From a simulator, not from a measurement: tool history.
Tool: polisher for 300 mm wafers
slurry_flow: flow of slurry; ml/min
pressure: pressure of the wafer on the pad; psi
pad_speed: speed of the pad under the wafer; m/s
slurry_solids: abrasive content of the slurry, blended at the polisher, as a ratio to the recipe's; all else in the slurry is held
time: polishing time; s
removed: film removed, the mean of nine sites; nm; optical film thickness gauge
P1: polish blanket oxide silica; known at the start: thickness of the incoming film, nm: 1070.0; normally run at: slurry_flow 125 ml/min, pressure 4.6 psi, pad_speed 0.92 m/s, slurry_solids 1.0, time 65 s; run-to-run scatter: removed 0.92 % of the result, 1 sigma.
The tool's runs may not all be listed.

run	hour	slurry_flow	pressure	pad_speed	slurry_solids	time	wafers polished on this pad	hours since the slurry nozzle was cleaned	hours since the head pressure was calibrated	hours since the slurry blender was calibrated	hours since the conditioning disc was replaced	removed
1	17.0	125	4.6	0.92	1.0	65	472	117.5	602.9	227.6	183.6	217.470
2	31.2	125	4.6	0.92	1.0	65	583	131.7	617.1	241.8	197.8	212.800
3	46.4	125	4.6	0.92	1.0	65	702	146.9	632.3	257.0	213.0	214.720
4	57.9	125	4.6	0.92	0.7	65	792	158.4	643.8	268.5	224.5	181.950
5	70.6	160	4.6	0.92	1.0	65	891	171.1	656.5	281.2	237.2	225.090
6	84.4	125	5.8	0.92	0.8	65	999	184.9	670.3	295.0	251.0	241.860
7	97.1	125	4.6	0.92	1.0	65	1098	197.6	683.0	307.7	263.7	214.990
8	109.2	125	4.6	1.42	1.0	65	1193	209.7	695.1	319.8	275.8	308.830
9	117.2	125	4.6	0.92	1.0	65	1255	217.7	703.1	327.8	283.8	215.320
10	134.6	125	4.6	0.92	1.0	65	1392	235.1	720.5	345.2	301.2	216.540
11	143.0	125	6.1	0.92	1.0	65	1457	243.5	728.9	353.6	309.6	284.860
12	156.4	195	4.6	1.42	1.0	65	1562	256.9	742.3	367.0	323.0	329.610
13	168.2	125	3.3	0.92	1.0	83	1654	268.7	754.1	378.8	334.8	198.070
14	180.3	125	4.6	0.60	1.0	65	1749	280.8	766.2	390.9	346.9	153.020
15	195.8	125	4.6	0.92	1.0	87	1870	296.3	781.7	406.4	362.4	291.320
16	211.8	75	4.6	0.92	1.0	65	1995	312.3	797.7	422.4	378.4	189.790
17	226.5	125	2.1	0.92	1.0	65	2110	327.0	812.4	437.1	393.1	98.481
18	239.4	125	4.6	0.92	1.0	35	2211	339.9	825.3	450.0	406.0	116.160
19	250.5	125	4.6	0.92	1.0	65	2298	351.0	836.4	461.1	417.1	216.060
20	266.4	125	4.6	0.92	1.4	65	2423	366.9	852.3	477.0	433.0	251.700
21	277.5	125	4.6	0.92	1.0	65	2509	378.0	863.4	488.1	444.1	215.620
22	292.9	125	4.6	0.92	1.0	65	2630	393.4	878.8	503.5	459.5	204.000
23	302.7	125	4.6	0.92	1.0	65	2707	403.2	888.6	513.3	469.3	201.880
# hour 308.4: head pressure recalibrated
24	311.8	125	4.6	0.92	1.0	65	2778	412.3	3.4	522.4	478.4	200.080

The next listed run, before its measurement:
# hour 311.9: conditioning disc replaced and pad reconditioned
# hour 314.1: worn pad replaced by a new one
25	320.2	125	4.6	0.92	1.0	65	47	420.7	11.8	530.8	8.4	?

Run 25 gave removed 197.570 nm.
